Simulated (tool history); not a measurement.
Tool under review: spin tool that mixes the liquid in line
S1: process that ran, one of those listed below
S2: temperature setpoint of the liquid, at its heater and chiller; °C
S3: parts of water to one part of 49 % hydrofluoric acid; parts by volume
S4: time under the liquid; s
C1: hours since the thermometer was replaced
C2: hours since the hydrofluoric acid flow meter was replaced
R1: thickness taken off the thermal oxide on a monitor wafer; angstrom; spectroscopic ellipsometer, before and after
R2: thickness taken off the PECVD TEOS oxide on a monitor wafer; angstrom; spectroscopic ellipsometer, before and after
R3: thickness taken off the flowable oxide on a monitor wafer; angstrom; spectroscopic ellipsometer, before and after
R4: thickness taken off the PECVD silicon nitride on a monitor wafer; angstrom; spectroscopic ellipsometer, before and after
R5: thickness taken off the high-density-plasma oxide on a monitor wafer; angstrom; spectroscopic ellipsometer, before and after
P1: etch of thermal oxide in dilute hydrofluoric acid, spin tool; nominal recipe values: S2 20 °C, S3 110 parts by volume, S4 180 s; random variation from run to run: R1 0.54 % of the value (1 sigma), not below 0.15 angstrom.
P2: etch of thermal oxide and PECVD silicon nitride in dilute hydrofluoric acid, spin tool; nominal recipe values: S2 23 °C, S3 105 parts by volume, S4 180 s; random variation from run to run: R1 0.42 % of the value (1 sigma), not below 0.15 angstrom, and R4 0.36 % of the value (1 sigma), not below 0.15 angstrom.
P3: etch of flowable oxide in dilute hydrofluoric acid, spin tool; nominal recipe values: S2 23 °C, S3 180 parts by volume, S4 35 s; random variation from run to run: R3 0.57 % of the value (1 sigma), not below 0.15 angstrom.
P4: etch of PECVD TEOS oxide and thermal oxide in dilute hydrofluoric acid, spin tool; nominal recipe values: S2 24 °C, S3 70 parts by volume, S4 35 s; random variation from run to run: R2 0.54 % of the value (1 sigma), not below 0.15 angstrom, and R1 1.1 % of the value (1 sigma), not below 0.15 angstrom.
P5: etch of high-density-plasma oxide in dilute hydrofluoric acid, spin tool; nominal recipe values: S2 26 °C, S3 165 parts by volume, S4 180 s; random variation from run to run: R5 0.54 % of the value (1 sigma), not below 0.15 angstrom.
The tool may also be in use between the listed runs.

run,hour,S1,S2,S3,S4,C1,C2,R1,R2,R3,R4,R5
1,8.3,P1,20,110,180,1910.1,795.3,63.043,,,,
2,16.9,P4,27.5,70,35,1918.7,803.9,27.614,69.961,,,
3,28.9,P3,23,95,35,1930.7,815.9,,,129.3,,
4,44.6,P1,20,25,180,1946.4,831.6,304.38,,,,
5,54.5,P2,23,105,15,1956.3,841.5,6.631,,,6.849,
6,62.8,P1,17,110,180,1964.6,849.8,55.313,,,,
7,78.5,P1,26.5,110,275,1980.3,865.5,123.44,,,,
8,88.1,P5,26,165,180,1989.9,875.1,,,,,71.556
9,101.1,P5,26,85,180,2002.9,888.1,,,,,153.34
10,109.2,P4,24,70,35,2011,896.2,23.773,61.519,,,
11,124.8,P2,30.5,105,180,2026.6,911.8,101.2,,,130.73,
12,133.4,P2,23,105,180,2035.2,920.4,76.127,,,81.441,
13,146.1,P4,24,20,35,2047.9,933.1,91.672,228.46,,,
14,159.6,P1,20,200,180,2061.4,946.6,31.592,,,,
15,174.3,P3,18,180,35,2076.1,961.3,,,50.729,,
16,181.4,P3,23,180,35,2083.2,968.4,,,61.459,,
17,188.8,P1,20,110,70,2090.6,975.8,24.832,,,,
# hour 194.7: thermometer replaced
18,203,P5,33,165,180,8.4,990,,,,,91.577
19,210.9,P1,20,110,180,16.3,997.9,62.831,,,,
20,220.3,P1,20,110,180,25.7,1007.3,62.619,,,,
21,229.4,P5,26,165,275,34.8,1016.4,,,,,109.16
22,238.3,P3,23,180,65,43.7,1025.3,,,115.74,,
23,245.7,P1,20,110,295,51.1,1032.7,103.05,,,,
24,256,P1,26.5,110,180,61.4,1043,81.678,,,,
25,265.5,P1,20,110,180,70.9,1052.5,62.715,,,,
26,279.2,P5,26,165,180,84.6,1066.2,,,,,70.767
27,291.5,P4,24,70,20,96.9,1078.5,13.497,34.473,,,
28,306.5,P2,23,170,180,111.9,1093.5,43.258,,,50.782,
29,322.3,P1,20,40,60,127.7,1109.3,62.291,,,,
30,336.3,P1,20,110,180,141.7,1123.3,62.594,,,,
31,345.9,P2,23,105,180,151.3,1132.9,75.586,,,81.853,
32,360.8,P3,23,180,35,166.2,1147.8,,,62.352,,
33,368.2,P1,20,110,180,173.6,1155.2,62.653,,,,
34,375.5,P1,20,110,180,180.9,1162.5,61.233,,,,
35,387.1,P1,20,110,180,192.5,1174.1,60.226,,,,
36,397.3,P1,20,110,180,202.7,1184.3,58.585,,,,
37,405.5,P1,20,110,180,210.9,1192.5,58.385,,,,
38,421.1,P1,20,110,180,226.5,1208.1,57.135,,,,

Estimate the outcome of run 39 from the log above:
39,435.2,P1,20,110,180,240.6,1222.2,?,,,,

{"run 39": {"R1": 57.303}}
